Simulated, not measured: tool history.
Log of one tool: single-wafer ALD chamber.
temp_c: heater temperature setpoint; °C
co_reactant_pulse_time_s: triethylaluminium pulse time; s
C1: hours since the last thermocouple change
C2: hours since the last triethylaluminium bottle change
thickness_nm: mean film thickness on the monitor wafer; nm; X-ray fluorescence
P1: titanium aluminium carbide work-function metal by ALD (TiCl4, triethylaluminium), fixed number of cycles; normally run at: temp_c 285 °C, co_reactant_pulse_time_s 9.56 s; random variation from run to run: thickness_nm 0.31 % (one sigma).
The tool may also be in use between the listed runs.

Run 1, day 0.138: temp_c 285 °C, co_reactant_pulse_time_s 9.56 s; C1 410.8; C2 686.7. Result: thickness_nm 1.8776 nm.
Run 2, day 0.383: temp_c 285 °C, co_reactant_pulse_time_s 13.44 s; C1 416.7; C2 692.6. Result: thickness_nm 1.9042 nm.
Run 3, day 0.508: temp_c 285 °C, co_reactant_pulse_time_s 5.71 s; C1 419.7; C2 695.6. Result: thickness_nm 1.6717 nm.
Run 4, day 0.738: temp_c 310 °C, co_reactant_pulse_time_s 9.56 s; C1 425.2; C2 701.1. Result: thickness_nm 2.0847 nm.
Run 5, day 0.938: temp_c 285 °C, co_reactant_pulse_time_s 9.56 s; C1 430.0; C2 705.9. Result: thickness_nm 1.8702 nm.
Run 6, day 1.067: temp_c 285 °C, co_reactant_pulse_time_s 9.56 s; C1 433.1; C2 709.0. Result: thickness_nm 1.8729 nm.
Run 7, day 1.250: temp_c 268 °C, co_reactant_pulse_time_s 12.04 s; C1 437.5; C2 713.4. Result: thickness_nm 1.7587 nm.
Run 8, day 1.446: temp_c 285 °C, co_reactant_pulse_time_s 9.56 s; C1 442.2; C2 718.1. Result: thickness_nm 1.8681 nm.
Run 9, day 1.625: temp_c 285 °C, co_reactant_pulse_time_s 9.56 s; C1 446.5; C2 722.4. Result: thickness_nm 1.8726 nm.
Run 10, day 1.779: temp_c 285 °C, co_reactant_pulse_time_s 9.56 s; C1 450.2; C2 726.1. Result: thickness_nm 1.8711 nm.
Run 11, day 1.971: temp_c 260 °C, co_reactant_pulse_time_s 9.56 s; C1 454.8; C2 730.7. Result: thickness_nm 1.6511 nm.
Run 12, day 2.146: temp_c 285 °C, co_reactant_pulse_time_s 9.56 s; C1 459.0; C2 734.9. Result: thickness_nm 1.8692 nm.
Run 13, day 2.396: temp_c 285 °C, co_reactant_pulse_time_s 9.56 s; C1 465.0; C2 740.9. Result: thickness_nm 1.8413 nm.
Run 14, day 2.625: temp_c 285 °C, co_reactant_pulse_time_s 9.56 s; C1 470.5; C2 746.4. Result: thickness_nm 1.8361 nm.
Run 15, day 2.871: temp_c 285 °C, co_reactant_pulse_time_s 9.56 s; C1 476.4; C2 752.3. Result: thickness_nm 1.8256 nm.
Run 16, day 3.025: temp_c 285 °C, co_reactant_pulse_time_s 9.56 s; C1 480.1; C2 756.0. Result: thickness_nm 1.8260 nm.
Run 17, day 3.183: temp_c 285 °C, co_reactant_pulse_time_s 9.56 s; C1 483.9; C2 759.8. Result: thickness_nm 1.8259 nm.
Run 18, day 3.321: temp_c 285 °C, co_reactant_pulse_time_s 9.56 s; C1 487.2; C2 763.1. Result: thickness_nm 1.8128 nm.
Run 19, day 3.454: temp_c 285 °C, co_reactant_pulse_time_s 9.56 s; C1 490.4; C2 766.3. Result: thickness_nm 1.8306 nm.
Run 20, day 3.567: temp_c 285 °C, co_reactant_pulse_time_s 9.56 s; C1 493.1; C2 769.0. Result: thickness_nm 1.8258 nm.
Run 21, day 3.758: temp_c 285 °C, co_reactant_pulse_time_s 9.56 s; C1 497.7; C2 773.6. Result: thickness_nm 1.8280 nm.
Run 22, day 3.946: temp_c 285 °C, co_reactant_pulse_time_s 9.56 s; C1 502.2; C2 778.1. Result: thickness_nm 1.8283 nm.

What P1 gives has crept away from where it was. These 2 causes fit the log equally well, each at the size given:
A: triethylaluminium dose below that of a fresh bottle (%) = 14.6
B: wafer temperature below the value expected at the setpoint (K) = 5.19
The creep began at about day 2.146.

4 check runs are offered, one wafer each, their results left as question marks. Which one tells the causes apart?
Run check 1, day 4.133: temp_c 264 °C, co_reactant_pulse_time_s 9.56 s. Result: thickness_nm ?.
Run check 2, day 4.133: temp_c 285 °C, co_reactant_pulse_time_s 5.72 s. Result: thickness_nm ?.
Run check 3, day 4.133: temp_c 262 °C, co_reactant_pulse_time_s 9.56 s. Result: thickness_nm ?.
Run check 4, day 4.133: temp_c 303 °C, co_reactant_pulse_time_s 9.56 s. Result: thickness_nm ?.

What each check would give under each cause:
  check        result    if A    if B
check 1  thickness_nm  1.6483  1.6453
check 2  thickness_nm  1.5782  1.6286
check 3  thickness_nm  1.6321  1.6287
check 4  thickness_nm  1.9732  1.9762
How far apart the two closest causes lie, in the result that separates them most: check 1 0.19 %; check 2 3.14 %; check 3 0.21 %; check 4 0.15 %
Only check 2 tells the causes apart: in the others they would give nearly the same result.

Check 2 was then run and gave: thickness_nm 1.6369 nm. Which cause is it?

It is B: wafer temperature below the value expected at the setpoint (K).
